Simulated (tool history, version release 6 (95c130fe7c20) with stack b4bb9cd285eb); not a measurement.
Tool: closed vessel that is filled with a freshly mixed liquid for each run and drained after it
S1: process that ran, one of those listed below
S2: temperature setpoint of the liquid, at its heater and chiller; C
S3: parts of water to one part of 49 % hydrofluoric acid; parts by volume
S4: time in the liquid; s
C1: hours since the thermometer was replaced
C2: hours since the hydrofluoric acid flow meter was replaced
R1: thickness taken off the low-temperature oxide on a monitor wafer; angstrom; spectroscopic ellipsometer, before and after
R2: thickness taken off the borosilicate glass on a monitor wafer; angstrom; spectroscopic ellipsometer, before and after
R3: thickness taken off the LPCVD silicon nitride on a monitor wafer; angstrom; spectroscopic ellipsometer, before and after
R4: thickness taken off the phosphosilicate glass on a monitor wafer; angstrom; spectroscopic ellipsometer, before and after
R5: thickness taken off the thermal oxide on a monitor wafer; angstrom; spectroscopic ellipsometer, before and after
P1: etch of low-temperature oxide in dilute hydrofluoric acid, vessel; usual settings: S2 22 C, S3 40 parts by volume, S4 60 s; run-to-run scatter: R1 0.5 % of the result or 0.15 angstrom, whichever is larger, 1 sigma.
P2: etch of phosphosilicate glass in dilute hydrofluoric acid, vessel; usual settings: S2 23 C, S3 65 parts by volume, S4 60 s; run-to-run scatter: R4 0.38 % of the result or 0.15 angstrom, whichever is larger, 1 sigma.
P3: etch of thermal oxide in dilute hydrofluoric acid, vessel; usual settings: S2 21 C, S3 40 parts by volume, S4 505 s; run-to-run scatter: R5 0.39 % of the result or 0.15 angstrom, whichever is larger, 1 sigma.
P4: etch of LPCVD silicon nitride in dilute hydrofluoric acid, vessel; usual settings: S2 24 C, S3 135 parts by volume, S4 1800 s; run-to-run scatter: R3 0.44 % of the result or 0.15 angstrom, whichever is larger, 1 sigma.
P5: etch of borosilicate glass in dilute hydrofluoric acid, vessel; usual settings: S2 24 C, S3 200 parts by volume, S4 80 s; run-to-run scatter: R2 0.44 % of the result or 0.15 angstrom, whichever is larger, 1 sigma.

run     day  S1    S2   S3    S4      C1     C2      R1      R2      R3      R4      R5
  1   0.462  P1    22   40    60  1608.3    440  388.58
  2     0.9  P1    17   40    60  1618.8  450.5  312.66
  3   1.408  P5    24  200    80    1631  462.7          93.973
  4   1.858  P1    22   40    30  1641.8  473.5  194.39
  5   2.271  P1    22   40    60  1651.7  483.4  386.91
  6   2.758  P1    29   60    60  1663.4  495.1  335.06
  7   3.096  P4    24  200  1800  1671.5  503.2                  43.778
  8   3.608  P1  29.5   40    35  1683.8  515.5  308.11
  9   4.112  P1    22   40    60  1695.9  527.6  389.93
 10   4.579  P4    24  135  3150  1707.1  538.8                  114.34
 11   4.846  P1  29.5   40    60  1713.5  545.2  529.86
 12   5.088  P5    17  200    80  1719.3    551          71.628
 13   5.342  P2    23   20    60  1725.4  557.1                          3807.3
 14   5.625  P5    24  200   150  1732.2  563.9          177.56
 15   6.038  P1    22   60    60  1742.1  573.8  252.25
 16   6.358  P5    24  200    80  1749.8  581.5          93.806
 17    6.85  P3    21   20   505  1761.6  593.3                                  1193.8
 18    7.15  P2    23   65    30  1768.8  600.5                          558.44
 19   7.562  P5    24   60    80  1778.7  610.4          371.26
 20   7.925  P3    21   40    30  1787.4  619.1                                  34.422
 21   8.396  P4    24  135  1800  1798.7  630.4                  65.764
 22   8.667  P1    22   20    60  1805.2  636.9  796.65
 23   9.158  P1    22   40    95    1817  648.7  618.61
 24   9.504  P1    17   40    90  1825.3    657   471.7
 25   9.892  P3    17   40   505  1834.6  666.3                                  491.48
 26  10.238  P3    21   40   505  1842.9  674.6                                  581.23
 27  10.479  P2    17   65    60  1848.7  680.4                          867.94
 28  10.796  P1    22   40    60  1856.3    688  390.89
 29  11.117  P4    24  135  1800    1864  695.7                  64.909
 30  11.617  P4  30.5  135  1800    1876  707.7                  97.405
 31  12.158  P2    23   65    60    1889  720.7                            1106
 32  12.546  P1    22   40    60  1898.3    730  389.71
 33  12.783  P1    22   40    60    1904  735.7  390.14
 34  13.108  P1    22   40    60  1911.8  743.5  402.97
 35  13.529  P1    22   40    60  1921.9  753.6  407.52
 36  13.858  P1    22   40    60  1929.8  761.5  414.38
 37  14.242  P1    22   40    60    1939  770.7  415.22
 38  14.488  P1    22   40    60  1944.9  776.6  415.67
 39   14.75  P1    22   40    60  1951.2  782.9     415
 40  15.029  P1    22   40    60  1957.9  789.6   417.5
 41  15.429  P1    22   40    60  1967.5  799.2  416.94

What P1 gives has crept away from where it was. These 2 causes fit the log equally well, each at the size given:
A: liquid hotter than its thermometer reads (K) = 1.74
B: hydrofluoric acid flow above the setpoint (%) = 7.17
The creep began at about day 12.783.

4 check runs are offered, one wafer each, their results left as question marks. Which one tells the causes apart?
check 1  15.829  P3    17   40   320                           ?
check 2  15.829  P2    23   45    60                       ?
check 3  15.829  P4  29.5  135  1800                   ?
check 4  15.829  P5    17  110    80               ?

What each check would give under each cause:
  check  result    if A    if B
check 1      R5  334.71  333.61
check 2      R4  1771.9    1774
check 3      R3  102.86  99.118
check 4      R2  153.78  154.46
How far apart the two closest causes lie, in the result that separates them most: check 1 0.33 %; check 2 0.12 %; check 3 3.7 %; check 4 0.44 %
Only check 3 tells the causes apart: in the others they would give nearly the same result.

Then check 3 was run and gave: R3 102.73 angstrom. Which cause is it?

It is A: liquid hotter than its thermometer reads (K).
